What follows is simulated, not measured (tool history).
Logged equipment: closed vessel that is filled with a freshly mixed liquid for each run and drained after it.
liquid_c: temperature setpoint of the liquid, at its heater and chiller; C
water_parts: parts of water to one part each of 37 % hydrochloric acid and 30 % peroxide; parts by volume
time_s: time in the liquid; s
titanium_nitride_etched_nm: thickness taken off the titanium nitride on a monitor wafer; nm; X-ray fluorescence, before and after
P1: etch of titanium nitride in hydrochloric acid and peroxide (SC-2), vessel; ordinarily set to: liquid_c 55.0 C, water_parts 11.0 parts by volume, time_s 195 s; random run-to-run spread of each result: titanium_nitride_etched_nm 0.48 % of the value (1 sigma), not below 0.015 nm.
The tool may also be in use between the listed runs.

| run | hour | liquid_c | water_parts | time_s | titanium_nitride_etched_nm |
|---|---|---|---|---|---|
| 1 | 4.3 | 55.0 | 11.0 | 195 | 6.08360 |
| 2 | 8.9 | 63.5 | 11.0 | 120 | 6.34310 |
| 3 | 12.9 | 55.0 | 20.0 | 195 | 3.60890 |
| 4 | 16.1 | 55.0 | 11.0 | 380 | 11.86500 |
| 5 | 20.7 | 55.0 | 11.0 | 30 | 0.96648 |
| 6 | 24.6 | 71.5 | 11.0 | 195 | 16.86100 |
| 7 | 27.8 | 55.0 | 4.0 | 195 | 13.24700 |
| 8 | 32.8 | 43.0 | 4.5 | 195 | 5.41560 |
| 9 | 38.5 | 55.0 | 11.0 | 195 | 6.13350 |
| 10 | 41.5 | 42.0 | 11.0 | 195 | 2.55490 |
| 11 | 46.0 | 55.0 | 11.0 | 195 | 6.05170 |
| 12 | 52.5 | 55.0 | 18.5 | 275 | 5.39270 |
| 13 | 58.3 | 55.0 | 11.0 | 195 | 6.10540 |
| 14 | 63.2 | 55.0 | 11.0 | 195 | 6.11960 |
| 15 | 66.9 | 55.0 | 11.0 | 195 | 5.90700 |
| 16 | 69.7 | 55.0 | 11.0 | 195 | 5.87030 |
| 17 | 74.3 | 55.0 | 11.0 | 195 | 5.74690 |
| 18 | 77.5 | 55.0 | 11.0 | 195 | 5.71440 |
| 19 | 82.0 | 55.0 | 11.0 | 195 | 5.61910 |
| 20 | 87.2 | 55.0 | 11.0 | 195 | 5.64880 |
|  | 87.3 | new drum of peroxide connected |
| 21 | 93.1 | 55.0 | 11.0 | 195 | 5.59390 |
| 22 | 98.1 | 55.0 | 11.0 | 195 | 5.62040 |
| 23 | 103.4 | 55.0 | 11.0 | 195 | 5.54300 |

What P1 gives has crept off from where it sat before. The 2 causes that follow fit the log equally well, each at the size noted:
A: chemicals flow below the setpoint (%) = 9.83
B: liquid colder than its thermometer reads (K) = 1.36
The process output started creeping at around hour 63.2.
Excluded causes, each with its reason:
peroxide weaker than its label (%): maintenance at hour 87.3, after the shift began, did not return the process to its former output

The list below offers 4 check runs, each averaging the results of 5 wafers, and shows each result as a question mark. For which of them would the listed causes give clearly different results?
| check 1 | 108.7 | 55.0 | 19.0 | 320 | ? |
| check 2 | 108.7 | 55.0 | 17.5 | 70 | ? |
| check 3 | 108.7 | 55.0 | 16.5 | 365 | ? |
| check 4 | 108.7 | 42.0 | 4.5 | 195 | ? |

Check results expected under each cause:
| check | result | if A | if B |
|---|---|---|---|
| check 1 | titanium_nitride_etched_nm | 5.62780 | 5.66030 |
| check 2 | titanium_nitride_etched_nm | 1.32670 | 1.33340 |
| check 3 | titanium_nitride_etched_nm | 7.29580 | 7.32870 |
| check 4 | titanium_nitride_etched_nm | 4.71670 | 4.60970 |
Per check, the gap between the least separated pair of causes, taken in the result that splits them most: check 1 0.58 %; check 2 0.5 %; check 3 0.45 %; check 4 2.29 %
Only in check 4 would the causes give clearly different results; in the remaining checks their results would be nearly the same.

Here is what check 4 returned: titanium_nitride_etched_nm 4.72530 nm. Which cause is it?

Of the candidate causes, it is A: chemicals flow below the setpoint (%).

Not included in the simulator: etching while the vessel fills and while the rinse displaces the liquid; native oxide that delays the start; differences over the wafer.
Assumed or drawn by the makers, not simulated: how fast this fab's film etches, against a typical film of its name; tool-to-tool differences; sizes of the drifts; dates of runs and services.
